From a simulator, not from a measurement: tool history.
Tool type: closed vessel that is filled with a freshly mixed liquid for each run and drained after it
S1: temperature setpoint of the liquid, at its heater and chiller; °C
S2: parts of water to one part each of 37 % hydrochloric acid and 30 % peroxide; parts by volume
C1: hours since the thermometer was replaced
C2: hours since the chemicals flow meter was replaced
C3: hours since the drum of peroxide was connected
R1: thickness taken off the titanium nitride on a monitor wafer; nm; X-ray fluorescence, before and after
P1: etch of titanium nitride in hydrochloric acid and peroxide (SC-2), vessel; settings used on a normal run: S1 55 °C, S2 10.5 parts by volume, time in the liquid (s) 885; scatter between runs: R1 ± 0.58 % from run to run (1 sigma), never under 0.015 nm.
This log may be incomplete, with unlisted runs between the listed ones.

Run 1, hour 8.9: S1 55 °C, S2 10.5 parts by volume, time in the liquid (s) 885; C1 315; C2 722.8; C3 132.2. Result: R1 41.233 nm.
Run 2, hour 19.8: S1 43 °C, S2 14 parts by volume, time in the liquid (s) 885; C1 325.9; C2 733.7; C3 143.1. Result: R1 14.597 nm.
Run 3, hour 38.7: S1 55 °C, S2 10.5 parts by volume, time in the liquid (s) 885; C1 344.8; C2 752.6; C3 162. Result: R1 41.587 nm.
Run 4, hour 48.1: S1 55 °C, S2 19 parts by volume, time in the liquid (s) 885; C1 354.2; C2 762; C3 171.4. Result: R1 24.797 nm.
Run 5, hour 62.5: S1 55 °C, S2 10.5 parts by volume, time in the liquid (s) 255; C1 368.6; C2 776.4; C3 185.8. Result: R1 11.828 nm.
Run 6, hour 74: S1 55 °C, S2 10.5 parts by volume, time in the liquid (s) 885; C1 380.1; C2 787.9; C3 197.3. Result: R1 41.888 nm.
Run 7, hour 83.4: S1 71 °C, S2 10.5 parts by volume, time in the liquid (s) 885; C1 389.5; C2 797.3; C3 206.7. Result: R1 110.95 nm.
Run 8, hour 92.1: S1 55 °C, S2 4 parts by volume, time in the liquid (s) 885; C1 398.2; C2 806; C3 215.4. Result: R1 86.416 nm.
Run 9, hour 101.9: S1 40.5 °C, S2 10.5 parts by volume, time in the liquid (s) 885; C1 408; C2 815.8; C3 225.2. Result: R1 15.526 nm.
Run 10, hour 111.8: S1 55 °C, S2 10.5 parts by volume, time in the liquid (s) 1680; C1 417.9; C2 825.7; C3 235.1. Result: R1 78.337 nm.
Run 11, hour 121.7: S1 55 °C, S2 6 parts by volume, time in the liquid (s) 1300; C1 427.8; C2 835.6; C3 245. Result: R1 96.802 nm.
Run 12, hour 132.7: S1 55 °C, S2 10.5 parts by volume, time in the liquid (s) 885; C1 438.8; C2 846.6; C3 256. Result: R1 41.477 nm.
Run 13, hour 143.8: S1 55 °C, S2 10.5 parts by volume, time in the liquid (s) 885; C1 449.9; C2 857.7; C3 267.1. Result: R1 41.153 nm.
Run 14, hour 161: S1 55 °C, S2 10.5 parts by volume, time in the liquid (s) 885; C1 467.1; C2 874.9; C3 284.3. Result: R1 39.666 nm.
Run 15, hour 176: S1 55 °C, S2 10.5 parts by volume, time in the liquid (s) 885; C1 482.1; C2 889.9; C3 299.3. Result: R1 38.98 nm.
Run 16, hour 186.4: S1 55 °C, S2 10.5 parts by volume, time in the liquid (s) 885; C1 492.5; C2 900.3; C3 309.7. Result: R1 39.08 nm.
Run 17, hour 202.1: S1 55 °C, S2 10.5 parts by volume, time in the liquid (s) 885; C1 508.2; C2 916; C3 325.4. Result: R1 38.025 nm.
At hour 214.4: new drum of peroxide connected.
Run 18, hour 217.2: S1 55 °C, S2 10.5 parts by volume, time in the liquid (s) 885; C1 523.3; C2 931.1; C3 2.9. Result: R1 37.951 nm.
Run 19, hour 232.6: S1 55 °C, S2 10.5 parts by volume, time in the liquid (s) 885; C1 538.7; C2 946.5; C3 18.3. Result: R1 37.482 nm.
Run 20, hour 246.1: S1 55 °C, S2 10.5 parts by volume, time in the liquid (s) 885; C1 552.2; C2 960; C3 31.8. Result: R1 37.319 nm.
Run 21, hour 262.3: S1 55 °C, S2 10.5 parts by volume, time in the liquid (s) 885; C1 568.4; C2 976.2; C3 48. Result: R1 37.535 nm.
Run 22, hour 278.4: S1 55 °C, S2 10.5 parts by volume, time in the liquid (s) 885; C1 584.5; C2 992.3; C3 64.1. Result: R1 37.601 nm.
Run 23, hour 287: S1 55 °C, S2 10.5 parts by volume, time in the liquid (s) 885; C1 593.1; C2 1000.9; C3 72.7. Result: R1 37.352 nm.

Run 24 has not been measured yet. What should we expect?
Run 24, hour 297.9: S1 55 °C, S2 10.5 parts by volume, time in the liquid (s) 885; C1 604; C2 1011.8; C3 83.6. Result: R1 ?.

{"run 24": {"R1": 37.616}}
